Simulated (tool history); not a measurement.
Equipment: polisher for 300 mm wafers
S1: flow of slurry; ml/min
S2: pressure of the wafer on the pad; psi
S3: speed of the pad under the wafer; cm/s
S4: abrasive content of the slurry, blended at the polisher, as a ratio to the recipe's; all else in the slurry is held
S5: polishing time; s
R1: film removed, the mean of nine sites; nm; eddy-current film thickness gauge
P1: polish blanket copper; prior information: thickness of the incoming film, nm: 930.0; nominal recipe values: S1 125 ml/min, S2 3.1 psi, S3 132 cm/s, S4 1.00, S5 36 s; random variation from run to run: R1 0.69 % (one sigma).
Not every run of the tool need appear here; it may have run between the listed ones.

{"run": 1, "day": 0.179, "S1": 125, "S2": 3.1, "S3": 132, "S4": 1.0, "S5": 36, "R1": 147.28}
{"run": 2, "day": 0.308, "S1": 125, "S2": 1.9, "S3": 132, "S4": 1.0, "S5": 36, "R1": 91.748}
{"run": 3, "day": 0.433, "S1": 125, "S2": 3.1, "S3": 132, "S4": 1.0, "S5": 36, "R1": 149.2}
{"run": 4, "day": 0.533, "S1": 75, "S2": 3.1, "S3": 132, "S4": 1.0, "S5": 36, "R1": 129.57}
{"run": 5, "day": 0.612, "S1": 125, "S2": 3.1, "S3": 132, "S4": 1.45, "S5": 36, "R1": 159.66}
{"run": 6, "day": 0.771, "S1": 125, "S2": 3.1, "S3": 132, "S4": 1.0, "S5": 16, "R1": 66.592}
{"run": 7, "day": 0.9, "S1": 125, "S2": 3.1, "S3": 132, "S4": 1.0, "S5": 36, "R1": 149.72}
{"run": 8, "day": 1.004, "S1": 125, "S2": 3.1, "S3": 132, "S4": 0.6, "S5": 36, "R1": 133.1}
{"run": 9, "day": 1.121, "S1": 125, "S2": 3.1, "S3": 132, "S4": 1.0, "S5": 36, "R1": 146.9}
{"day": 1.129, "done": "head pressure recalibrated"}
{"run": 10, "day": 1.271, "S1": 125, "S2": 3.1, "S3": 132, "S4": 1.0, "S5": 49, "R1": 202.2}
{"run": 11, "day": 1.438, "S1": 125, "S2": 3.1, "S3": 132, "S4": 0.8, "S5": 49, "R1": 192.77}
{"run": 12, "day": 1.596, "S1": 125, "S2": 3.1, "S3": 62, "S4": 1.0, "S5": 36, "R1": 70.154}
{"run": 13, "day": 1.725, "S1": 125, "S2": 4.7, "S3": 132, "S4": 1.0, "S5": 36, "R1": 226.34}
{"run": 14, "day": 1.888, "S1": 125, "S2": 3.1, "S3": 176, "S4": 1.0, "S5": 17, "R1": 93.902}
{"run": 15, "day": 2.033, "S1": 125, "S2": 3.1, "S3": 208, "S4": 1.0, "S5": 36, "R1": 234.06}
{"run": 16, "day": 2.179, "S1": 200, "S2": 3.1, "S3": 132, "S4": 1.0, "S5": 36, "R1": 159.86}
{"run": 17, "day": 2.358, "S1": 125, "S2": 3.1, "S3": 132, "S4": 1.0, "S5": 36, "R1": 148.64}

Run 18 has not been measured yet. What should we expect?
{"run": 18, "day": 2.546, "S1": 125, "S2": 3.1, "S3": 132, "S4": 1.0, "S5": 36, "R1": "?"}

Logged for run 18: R1 142.790 nm.
